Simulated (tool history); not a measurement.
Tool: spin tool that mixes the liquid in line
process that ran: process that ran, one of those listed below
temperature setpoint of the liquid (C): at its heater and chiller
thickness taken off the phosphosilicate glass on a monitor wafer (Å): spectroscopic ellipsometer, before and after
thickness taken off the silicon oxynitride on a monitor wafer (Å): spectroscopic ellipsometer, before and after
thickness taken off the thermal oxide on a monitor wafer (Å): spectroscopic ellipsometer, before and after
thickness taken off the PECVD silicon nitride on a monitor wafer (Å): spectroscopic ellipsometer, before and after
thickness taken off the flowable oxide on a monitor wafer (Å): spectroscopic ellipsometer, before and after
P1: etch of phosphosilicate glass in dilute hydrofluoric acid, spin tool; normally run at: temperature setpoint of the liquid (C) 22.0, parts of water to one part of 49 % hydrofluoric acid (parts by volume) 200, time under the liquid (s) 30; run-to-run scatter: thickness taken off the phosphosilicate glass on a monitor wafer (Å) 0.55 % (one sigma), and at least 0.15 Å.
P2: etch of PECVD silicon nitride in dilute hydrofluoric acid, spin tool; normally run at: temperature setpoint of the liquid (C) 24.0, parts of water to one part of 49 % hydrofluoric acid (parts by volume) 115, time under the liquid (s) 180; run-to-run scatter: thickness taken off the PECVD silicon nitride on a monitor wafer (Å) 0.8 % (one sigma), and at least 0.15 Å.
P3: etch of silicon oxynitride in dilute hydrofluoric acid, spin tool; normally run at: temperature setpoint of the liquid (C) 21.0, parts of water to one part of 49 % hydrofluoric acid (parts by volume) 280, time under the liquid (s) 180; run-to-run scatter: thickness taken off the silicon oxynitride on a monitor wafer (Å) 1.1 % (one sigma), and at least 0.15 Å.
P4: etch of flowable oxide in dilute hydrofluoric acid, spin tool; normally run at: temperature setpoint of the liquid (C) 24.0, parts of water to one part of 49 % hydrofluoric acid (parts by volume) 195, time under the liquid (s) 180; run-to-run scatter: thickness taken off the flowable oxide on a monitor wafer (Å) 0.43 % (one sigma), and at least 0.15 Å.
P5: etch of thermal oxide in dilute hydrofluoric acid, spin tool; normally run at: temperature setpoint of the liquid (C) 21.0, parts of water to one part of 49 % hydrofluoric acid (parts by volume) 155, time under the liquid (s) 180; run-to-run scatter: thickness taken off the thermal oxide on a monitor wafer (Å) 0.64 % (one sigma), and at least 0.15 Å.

run	day	process that ran	temperature setpoint of the liquid (C)	parts of water to one part of 49 % hydrofluoric acid (parts by volume)	time under the liquid (s)	thickness taken off the phosphosilicate glass on a monitor wafer (Å)	thickness taken off the silicon oxynitride on a monitor wafer (Å)	thickness taken off the thermal oxide on a monitor wafer (Å)	thickness taken off the PECVD silicon nitride on a monitor wafer (Å)	thickness taken off the flowable oxide on a monitor wafer (Å)
1	0.471	P1	22.0	200	30	248.35				
2	0.758	P1	22.0	200	30	245.03				
3	1.071	P1	22.0	200	30	248.18				
4	1.512	P3	17.0	280	180		16.777			
5	2.046	P5	26.5	155	180			55.5280		
6	2.438	P2	24.0	205	180				16.186	
7	2.792	P1	22.0	200	30	246.85				
8	3.275	P1	22.0	200	30	244.25				
9	3.879	P1	17.0	200	15	101.92				
10	4.500	P5	21.0	155	180			44.7590		
11	4.788	P1	22.0	200	30	247.53				
12	5.358	P2	24.0	115	180				29.269	
13	5.783	P3	21.0	280	180		20.034			
14	6.388	P4	17.0	195	180					130.70
15	6.954	P1	29.5	200	30	325.63				
16	7.517	P5	21.0	55	180			141.4000		
17	7.942	P4	24.0	90	180					425.29
18	8.283	P3	21.0	280	180		19.903			
19	8.571	P3	21.0	470	180		10.059			
20	9.017	P4	24.0	195	180					172.59
21	9.596	P5	21.0	155	20			4.7854		
22	10.242	P1	22.0	200	15	123.69				

The next listed run, before its measurement:
23	10.671	P2	19.0	115	180				?	

Run 23 gave thickness taken off the PECVD silicon nitride on a monitor wafer (Å) 21.129.
